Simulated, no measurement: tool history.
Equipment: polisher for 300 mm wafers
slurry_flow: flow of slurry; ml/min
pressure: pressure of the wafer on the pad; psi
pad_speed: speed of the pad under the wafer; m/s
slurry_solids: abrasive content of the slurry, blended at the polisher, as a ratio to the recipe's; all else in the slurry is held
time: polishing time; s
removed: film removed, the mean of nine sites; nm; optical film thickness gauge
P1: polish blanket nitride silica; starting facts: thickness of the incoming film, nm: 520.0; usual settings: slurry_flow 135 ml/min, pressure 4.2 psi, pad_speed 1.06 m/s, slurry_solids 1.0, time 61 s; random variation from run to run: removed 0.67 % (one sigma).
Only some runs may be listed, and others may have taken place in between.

run   hour  slurry_flow  pressure  pad_speed  slurry_solids  time  removed
  1    4.8          135       4.2       1.06            1.0    61   40.511
  2    8.8          135       4.2       1.06            1.0    61   40.492
  3   13.3          135       4.2       0.48            1.0    61   21.575
  4   17.1          135       6.2       1.06            1.0    61   60.116
  5   22.4          135       4.2       1.06            1.0    61   40.572
  6   26.6          135       4.2       1.06            1.0    61   41.229
  7   32.2           80       2.1       1.06            1.0    61   17.942
  8   35.9          135       4.2       1.06            1.0    61   40.466
  9   41.7          135       1.9       1.06            1.0    61   18.484
 10   46.5          210       4.2       1.06            1.0    61   43.504
 11   49.9          135       4.2       1.06            1.4    61   47.487
 12   54.3          135       4.2       1.06            1.0    86   56.602
 13   58.4          135       4.2       1.06            1.0    27   17.925
 14   62.9          135       4.2       1.06            1.0    61   40.819
 15   67.9          135       4.2       1.06            0.5    61   28.144
 16   73.2          135       4.2       1.06            1.0    61   40.649
 17   76.4           85       4.2       1.06            1.0    61   36.806
 18   80.9          135       4.2       1.56            1.0    61   55.513
 19   84.2          135       4.2       1.06            1.0    61   40.494
 20   86.8          135       4.2       1.06            1.0    61   39.487
 21   92.4          135       4.2       1.06            1.0    61   37.591
 22   96.7          135       4.2       1.06            1.0    61   36.798
      99.7  -- conditioning disc replaced and pad reconditioned
      99.9  -- head pressure recalibrated
     100.4  -- slurry nozzle cleaned
 23  101.2          135       4.2       1.06            1.0    61   37.019
 24  104.2          135       4.2       1.06            1.0    61   36.655
 25  109.7          135       4.2       1.06            1.0    61   36.846

The output of P1 has drifted from where it used to be. Each of the 2 causes below, taken at the size shown beside it, accounts for the log equally well:
A: removal rate lost through wear of the pad, % = 9.66
B: abrasive missing from the slurry, % = 19
Onset of the creep was near hour 84.2.
All other causes, with the reason each is excluded:
slurry flow missing at the pad, %: serviced after onset, at hour 100.4, with no recovery of the prior output
head's pressure below its setpoint, %: serviced after onset, at hour 99.9, with no recovery of the prior output
time polished since the conditioner stopped cutting, s: serviced after onset, at hour 99.7, with no recovery of the prior output

Which of the 4 check runs listed below, each an average over 3 wafers with its results shown as question marks, gives clearly different results under the different listed causes?
check 1  115.2          135       4.2       1.32           1.00    61        ?
check 2  115.2          180       2.6       1.06           1.00    61        ?
check 3  115.2          135       4.2       1.06           0.55    61        ?
check 4  115.2          135       4.2       0.66           1.00    61        ?

What each check would give under each cause:
  check   result    if A    if B
check 1  removed  43.737  43.749
check 2  removed  23.846  23.853
check 3  removed  26.749  25.944
check 4  removed  25.120  25.127
Minimum pairwise separation of causes per check, each pair taken at its best-separating result: check 1 0.03 %; check 2 0.03 %; check 3 3.06 %; check 4 0.03 %
Of the check runs offered, only check 3 discriminates between the causes; the rest would read about the same regardless of which cause applies.

With check 3 done, the readings were: removed 25.978 nm. Identify which of the listed causes applies.

B is the cause: abrasive missing from the slurry, %.
